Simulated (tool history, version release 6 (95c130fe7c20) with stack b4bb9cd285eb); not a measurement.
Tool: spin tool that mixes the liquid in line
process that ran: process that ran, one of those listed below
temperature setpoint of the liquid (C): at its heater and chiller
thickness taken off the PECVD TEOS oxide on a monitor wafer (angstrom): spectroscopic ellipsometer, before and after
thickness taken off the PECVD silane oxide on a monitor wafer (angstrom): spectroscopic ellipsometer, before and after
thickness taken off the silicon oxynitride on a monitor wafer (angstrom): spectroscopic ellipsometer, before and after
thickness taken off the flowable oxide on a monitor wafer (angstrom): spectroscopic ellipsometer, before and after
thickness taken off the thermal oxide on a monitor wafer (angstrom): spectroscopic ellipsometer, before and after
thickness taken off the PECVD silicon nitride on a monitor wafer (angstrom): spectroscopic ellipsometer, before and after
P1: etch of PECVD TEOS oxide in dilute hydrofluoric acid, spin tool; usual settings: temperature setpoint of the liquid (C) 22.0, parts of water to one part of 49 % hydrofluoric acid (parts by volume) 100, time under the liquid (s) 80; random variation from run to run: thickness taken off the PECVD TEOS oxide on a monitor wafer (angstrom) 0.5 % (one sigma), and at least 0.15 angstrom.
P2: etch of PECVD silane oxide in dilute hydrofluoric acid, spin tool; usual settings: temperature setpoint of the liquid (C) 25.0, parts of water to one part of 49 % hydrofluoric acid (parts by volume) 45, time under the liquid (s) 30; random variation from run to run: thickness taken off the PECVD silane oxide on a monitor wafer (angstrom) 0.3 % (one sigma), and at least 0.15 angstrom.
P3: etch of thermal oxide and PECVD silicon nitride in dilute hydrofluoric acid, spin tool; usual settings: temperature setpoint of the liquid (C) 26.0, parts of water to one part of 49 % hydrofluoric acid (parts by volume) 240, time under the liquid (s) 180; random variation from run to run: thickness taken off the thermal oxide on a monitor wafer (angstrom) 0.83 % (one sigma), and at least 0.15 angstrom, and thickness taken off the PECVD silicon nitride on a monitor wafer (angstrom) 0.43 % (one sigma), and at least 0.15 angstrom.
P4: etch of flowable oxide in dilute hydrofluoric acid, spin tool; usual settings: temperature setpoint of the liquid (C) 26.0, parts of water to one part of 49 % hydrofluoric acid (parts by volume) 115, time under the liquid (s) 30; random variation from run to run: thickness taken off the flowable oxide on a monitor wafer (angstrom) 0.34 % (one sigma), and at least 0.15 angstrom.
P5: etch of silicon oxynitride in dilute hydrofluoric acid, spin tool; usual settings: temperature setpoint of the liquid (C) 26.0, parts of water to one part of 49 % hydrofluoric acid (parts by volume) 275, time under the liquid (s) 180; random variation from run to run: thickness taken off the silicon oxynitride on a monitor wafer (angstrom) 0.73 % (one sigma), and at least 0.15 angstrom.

run   hour  process that ran  temperature setpoint of the liquid (C)  parts of water to one part of 49 % hydrofluoric acid (parts by volume)  time under the liquid (s)  thickness taken off the PECVD TEOS oxide on a monitor wafer (angstrom)  thickness taken off the PECVD silane oxide on a monitor wafer (angstrom)  thickness taken off the silicon oxynitride on a monitor wafer (angstrom)  thickness taken off the flowable oxide on a monitor wafer (angstrom)  thickness taken off the thermal oxide on a monitor wafer (angstrom)  thickness taken off the PECVD silicon nitride on a monitor wafer (angstrom)
  1    9.5                P1                                    22.0                                                                     100                         80                                                                  76.829
  2   14.8                P2                                    30.5                                                                      45                         30                                                                                                                                            472.91
  3   20.0                P5                                    26.0                                                                     275                        180                                                                                                                                                                                                                     29.4300
  4   28.3                P5                                    26.0                                                                     275                         30                                                                                                                                                                                                                      4.8766
  5   32.6                P1                                    22.0                                                                     100                         80                                                                  76.903
  6   38.8                P1                                    28.0                                                                     100                         80                                                                  98.090
  7   43.9                P4                                    26.0                                                                     115                         60                                                                                                                                                                                                                                                                                           173.320
  8   48.4                P4                                    26.0                                                                     115                         30                                                                                                                                                                                                                                                                                            86.109
  9   55.3                P1                                    22.0                                                                      55                        130                                                                 241.700
 10   63.6                P3                                    26.0                                                                     240                        180                                                                                                                                                                                                                                                                                                                                                                 33.042                                                                       46.927
 11   72.1                P1                                    22.0                                                                     135                         80                                                                  54.656
 12   76.7                P1                                    17.0                                                                     100                         80                                                                  63.248
 13   82.0                P2                                    25.0                                                                      25                         30                                                                                                                                            701.94
 14   86.4                P3                                    22.0                                                                     240                        180                                                                                                                                                                                                                                                                                                                                                                 28.912                                                                       36.695
 15   93.1                P2                                    25.0                                                                      45                         55                                                                                                                                            695.12
 16  100.1                P5                                    18.5                                                                     275                        180                                                                                                                                                                                                                     20.6840
 17  108.0                P1                                    22.0                                                                     100                         80                                                                  77.741
 18  114.7                P5                                    26.0                                                                      45                        180                                                                                                                                                                                                                    217.3500
 19  123.8                P3                                    26.0                                                                     240                        100                                                                                                                                                                                                                                                                                                                                                                 18.315                                                                       26.152
 20  128.8                P3                                    26.0                                                                     345                        180                                                                                                                                                                                                                                                                                                                                                                 20.661                                                                       32.202
 21  134.0                P1                                    22.0                                                                     100                         80                                                                  76.371
 22  143.5                P4                                    20.0                                                                     115                         30                                                                                                                                                                                                                                                                                            68.282
 23  148.1                P1                                    22.0                                                                     100                        135                                                                 130.740
 24  154.5                P1                                    22.0                                                                     100                         40                                                                  38.756
 25  160.7                P2                                    25.0                                                                      45                         30                                                                                                                                            378.80
 26  166.8                P4                                    26.0                                                                     210                         30                                                                                                                                                                                                                                                                                            42.519
 27  171.3                P1                                    22.0                                                                      20                         80                                                                 427.390
 28  178.5                P1                                    22.0                                                                     100                         80                                                                  77.482
 29  182.7                P1                                    22.0                                                                     100                         80                                                                  75.333
 30  191.8                P1                                    22.0                                                                     100                         80                                                                  72.076
 31  200.4                P1                                    22.0                                                                     100                         80                                                                  70.751
 32  209.0                P1                                    22.0                                                                     100                         80                                                                  70.587
 33  213.2                P1                                    22.0                                                                     100                         80                                                                  70.292
 34  219.6                P1                                    22.0                                                                     100                         80                                                                  70.859
 35  226.1                P1                                    22.0                                                                     100                         80                                                                  69.688

What P1 gives has crept away from where it was. These 2 causes fit the log equally well, each at the size given:
A: liquid colder than its thermometer reads (K) = 2.37
B: hydrofluoric acid flow below the setpoint (%) = 8.24
The creep began at about hour 178.5.

4 check runs are offered, one wafer each, their results left as question marks. Which one tells the causes apart?
check 1  232.6                P5                                    26.0                                                                     275                        180                                                                                                                                                                                                                           ?
check 2  232.6                P4                                    26.0                                                                     115                         30                                                                                                                                                                                                                                                                                                 ?
check 3  232.6                P3                                    26.0                                                                     240                        180                                                                                                                                                                                                                                                                                                                                                                      ?                                                                            ?
check 4  232.6                P2                                    25.0                                                                      45                         30                                                                                                                                                 ?

What each check would give under each cause:
  check                                                                       result     if A     if B
check 1     thickness taken off the silicon oxynitride on a monitor wafer (angstrom)  26.4540  26.3670
check 2         thickness taken off the flowable oxide on a monitor wafer (angstrom)   78.838   78.307
check 3          thickness taken off the thermal oxide on a monitor wafer (angstrom)   30.317   29.587
check 3  thickness taken off the PECVD silicon nitride on a monitor wafer (angstrom)   40.498   43.019
check 4     thickness taken off the PECVD silane oxide on a monitor wafer (angstrom)   343.35   345.62
How far apart the two closest causes lie, in the result that separates them most: check 1 0.33 %; check 2 0.68 %; check 3 6.04 %; check 4 0.66 %
Only check 3 tells the causes apart: in the others they would give nearly the same result.

Check 3 was then run and gave: thickness taken off the thermal oxide on a monitor wafer (angstrom) 30.183; thickness taken off the PECVD silicon nitride on a monitor wafer (angstrom) 40.847. Which cause is it?

It is A: liquid colder than its thermometer reads (K).
